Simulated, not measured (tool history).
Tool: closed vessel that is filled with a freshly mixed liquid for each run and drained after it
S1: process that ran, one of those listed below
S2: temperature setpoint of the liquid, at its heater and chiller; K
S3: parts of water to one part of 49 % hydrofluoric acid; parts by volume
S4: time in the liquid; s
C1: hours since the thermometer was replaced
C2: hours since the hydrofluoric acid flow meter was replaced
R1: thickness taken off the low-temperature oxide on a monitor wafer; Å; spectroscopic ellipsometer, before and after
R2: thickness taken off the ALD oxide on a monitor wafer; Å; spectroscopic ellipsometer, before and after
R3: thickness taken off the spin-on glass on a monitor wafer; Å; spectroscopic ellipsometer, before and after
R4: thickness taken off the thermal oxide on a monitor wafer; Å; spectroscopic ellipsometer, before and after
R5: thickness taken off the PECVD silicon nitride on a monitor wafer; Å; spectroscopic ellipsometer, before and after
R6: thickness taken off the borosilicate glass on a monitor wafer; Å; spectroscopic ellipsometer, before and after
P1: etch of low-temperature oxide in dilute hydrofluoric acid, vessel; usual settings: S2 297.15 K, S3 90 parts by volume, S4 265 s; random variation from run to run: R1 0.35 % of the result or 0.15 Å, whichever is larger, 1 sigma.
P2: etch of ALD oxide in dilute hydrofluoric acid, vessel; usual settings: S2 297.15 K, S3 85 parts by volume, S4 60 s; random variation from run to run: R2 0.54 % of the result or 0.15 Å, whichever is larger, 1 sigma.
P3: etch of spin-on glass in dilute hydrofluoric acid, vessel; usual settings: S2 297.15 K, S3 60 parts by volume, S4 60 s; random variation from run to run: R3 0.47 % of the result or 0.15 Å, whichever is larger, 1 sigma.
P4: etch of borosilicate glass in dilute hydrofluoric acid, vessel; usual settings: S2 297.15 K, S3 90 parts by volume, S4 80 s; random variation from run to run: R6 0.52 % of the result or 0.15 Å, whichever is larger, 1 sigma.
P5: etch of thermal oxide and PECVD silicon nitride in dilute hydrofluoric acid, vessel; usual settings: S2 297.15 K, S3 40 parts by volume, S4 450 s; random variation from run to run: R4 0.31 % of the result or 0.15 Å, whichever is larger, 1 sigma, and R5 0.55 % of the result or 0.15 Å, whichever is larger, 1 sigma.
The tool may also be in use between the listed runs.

| run | hour | S1 | S2 | S3 | S4 | C1 | C2 | R1 | R2 | R3 | R4 | R5 | R6 |
|---|---|---|---|---|---|---|---|---|---|---|---|---|---|
| 1 | 3.4 | P1 | 297.15 | 90 | 265 | 1074.5 | 256.2 | 397.6 |  |  |  |  |  |
| 2 | 6.6 | P1 | 297.15 | 90 | 265 | 1077.7 | 259.4 | 398.17 |  |  |  |  |  |
| 3 | 11.8 | P2 | 304.65 | 85 | 60 | 1082.9 | 264.6 |  | 159.35 |  |  |  |  |
| 4 | 15.6 | P1 | 293.65 | 125 | 265 | 1086.7 | 268.4 | 238.48 |  |  |  |  |  |
| 5 | 19 | P3 | 297.15 | 60 | 110 | 1090.1 | 271.8 |  |  | 1340 |  |  |  |
| 6 | 23.7 | P2 | 297.15 | 85 | 60 | 1094.8 | 276.5 |  | 116.8 |  |  |  |  |
| 7 | 27.3 | P1 | 297.15 | 90 | 265 | 1098.4 | 280.1 | 397.46 |  |  |  |  |  |
| 8 | 31.7 | P5 | 297.15 | 40 | 450 | 1102.8 | 284.5 |  |  |  | 572.02 | 209.79 |  |
| 9 | 35.5 | P3 | 301.15 | 60 | 60 | 1106.6 | 288.3 |  |  | 858.63 |  |  |  |
| 10 | 38.4 | P1 | 292.15 | 90 | 445 | 1109.5 | 291.2 | 543.37 |  |  |  |  |  |
| 11 | 41 | P2 | 297.15 | 85 | 30 | 1112.1 | 293.8 |  | 59.514 |  |  |  |  |
| 12 | 45 | P2 | 297.15 | 135 | 60 | 1116.1 | 297.8 |  | 70.043 |  |  |  |  |
| 13 | 49.2 | P1 | 297.15 | 90 | 265 | 1120.3 | 302 | 397.06 |  |  |  |  |  |
| 14 | 53.3 | P5 | 297.15 | 40 | 450 | 1124.4 | 306.1 |  |  |  | 572.8 | 210.17 |  |
| 15 | 56.1 | P5 | 297.15 | 55 | 450 | 1127.2 | 308.9 |  |  |  | 405.7 | 154.42 |  |
| 16 | 58.7 | P1 | 290.15 | 90 | 265 | 1129.8 | 311.5 | 295.86 |  |  |  |  |  |
| 17 | 63.7 | P3 | 297.15 | 100 | 60 | 1134.8 | 316.5 |  |  | 417.84 |  |  |  |
| 18 | 68 | P1 | 297.15 | 125 | 265 | 1139.1 | 320.8 | 276.49 |  |  |  |  |  |
| 19 | 72.8 | P4 | 297.15 | 90 | 80 | 1143.9 | 325.6 |  |  |  |  |  | 263.72 |
| 20 | 77.3 | P1 | 297.15 | 35 | 265 | 1148.4 | 330.1 | 1101.5 |  |  |  |  |  |
| 21 | 80.5 | P3 | 297.15 | 60 | 60 | 1151.6 | 333.3 |  |  | 734.28 |  |  |  |
| 22 | 85.3 | P5 | 297.15 | 40 | 865 | 1156.4 | 338.1 |  |  |  | 1098.5 | 401.59 |  |
| 23 | 88.9 | P1 | 303.15 | 90 | 265 | 1160 | 341.7 | 505.62 |  |  |  |  |  |
| 24 | 92.7 | P5 | 290.15 | 40 | 450 | 1163.8 | 345.5 |  |  |  | 424.04 | 129.73 |  |
| 25 | 97.7 | P1 | 297.15 | 90 | 265 | 1168.8 | 350.5 | 397.72 |  |  |  |  |  |
| 26 | 101.5 | P4 | 297.15 | 35 | 80 | 1172.6 | 354.3 |  |  |  |  |  | 730.2 |
| 27 | 104.5 | P2 | 297.15 | 85 | 60 | 1175.6 | 357.3 |  | 119.53 |  |  |  |  |
| 28 | 108.6 | P1 | 297.15 | 90 | 80 | 1179.7 | 361.4 | 120.65 |  |  |  |  |  |
| 29 | 111.7 | P1 | 297.15 | 90 | 265 | 1182.8 | 364.5 | 396.59 |  |  |  |  |  |
| 30 | 114.2 | P4 | 297.15 | 90 | 30 | 1185.3 | 367 |  |  |  |  |  | 99.1 |
| 31 | 118.4 | P4 | 302.65 | 90 | 80 | 1189.5 | 371.2 |  |  |  |  |  | 326.29 |
| 32 | 122.2 | P1 | 297.15 | 20 | 505 | 1193.3 | 375 | 3747.2 |  |  |  |  |  |
| 33 | 125.4 | P1 | 297.15 | 90 | 415 | 1196.5 | 378.2 | 619.46 |  |  |  |  |  |
| 34 | 128.4 | P1 | 297.15 | 90 | 265 | 1199.5 | 381.2 | 397.56 |  |  |  |  |  |
| 35 | 132.1 | P1 | 297.15 | 90 | 265 | 1203.2 | 384.9 | 390.83 |  |  |  |  |  |
| 36 | 137 | P1 | 297.15 | 90 | 265 | 1208.1 | 389.8 | 382.7 |  |  |  |  |  |
| 37 | 142.3 | P1 | 297.15 | 90 | 265 | 1213.4 | 395.1 | 378.91 |  |  |  |  |  |
| 38 | 146.2 | P1 | 297.15 | 90 | 265 | 1217.3 | 399 | 377.18 |  |  |  |  |  |
| 39 | 149.7 | P1 | 297.15 | 90 | 265 | 1220.8 | 402.5 | 375.56 |  |  |  |  |  |
| 40 | 155.1 | P1 | 297.15 | 90 | 265 | 1226.2 | 407.9 | 374.16 |  |  |  |  |  |
| 41 | 158.9 | P1 | 297.15 | 90 | 265 | 1230 | 411.7 | 372.38 |  |  |  |  |  |
| 42 | 161.3 | P1 | 297.15 | 90 | 265 | 1232.4 | 414.1 | 372.08 |  |  |  |  |  |
| 43 | 166.5 | P1 | 297.15 | 90 | 265 | 1237.6 | 419.3 | 370.15 |  |  |  |  |  |
| 44 | 169.4 | P1 | 297.15 | 90 | 265 | 1240.5 | 422.2 | 371.86 |  |  |  |  |  |
| 45 | 172.8 | P1 | 297.15 | 90 | 265 | 1243.9 | 425.6 | 372.05 |  |  |  |  |  |

What P1 gives has crept away from where it was. These 2 causes fit the log equally well, each at the size given:
A: hydrofluoric acid flow below the setpoint (%) = 6.08
B: liquid colder than its thermometer reads (K) = 1.75
The creep began at about hour 128.4.

4 check runs are offered, one wafer each, their results left as question marks. Which one tells the causes apart?
| check 1 | 176.2 | P5 | 290.15 | 40 | 450 |  |  |  |  |  | ? | ? |  |
| check 2 | 176.2 | P3 | 297.15 | 100 | 100 |  |  |  |  | ? |  |  |  |
| check 3 | 176.2 | P4 | 302.15 | 90 | 35 |  |  |  |  |  |  |  | ? |
| check 4 | 176.2 | P2 | 303.65 | 120 | 60 |  |  |  | ? |  |  |  |  |

What each check would give under each cause:
| check | result | if A | if B |
|---|---|---|---|
| check 1 | R4 | 396.93 | 392.41 |
| check 1 | R5 | 120.97 | 113.35 |
| check 2 | R3 | 649.39 | 649.85 |
| check 3 | R6 | 131.46 | 131.93 |
| check 4 | R2 | 95.737 | 96.575 |
How far apart the two closest causes lie, in the result that separates them most: check 1 6.5 %; check 2 0.07 %; check 3 0.36 %; check 4 0.87 %
Check 1 tells the causes apart: in the others they would give nearly the same result.

Then check 1 was run and gave: R4 395.22 Å; R5 122.24 Å. Which cause is it?

It is A: hydrofluoric acid flow below the setpoint (%).
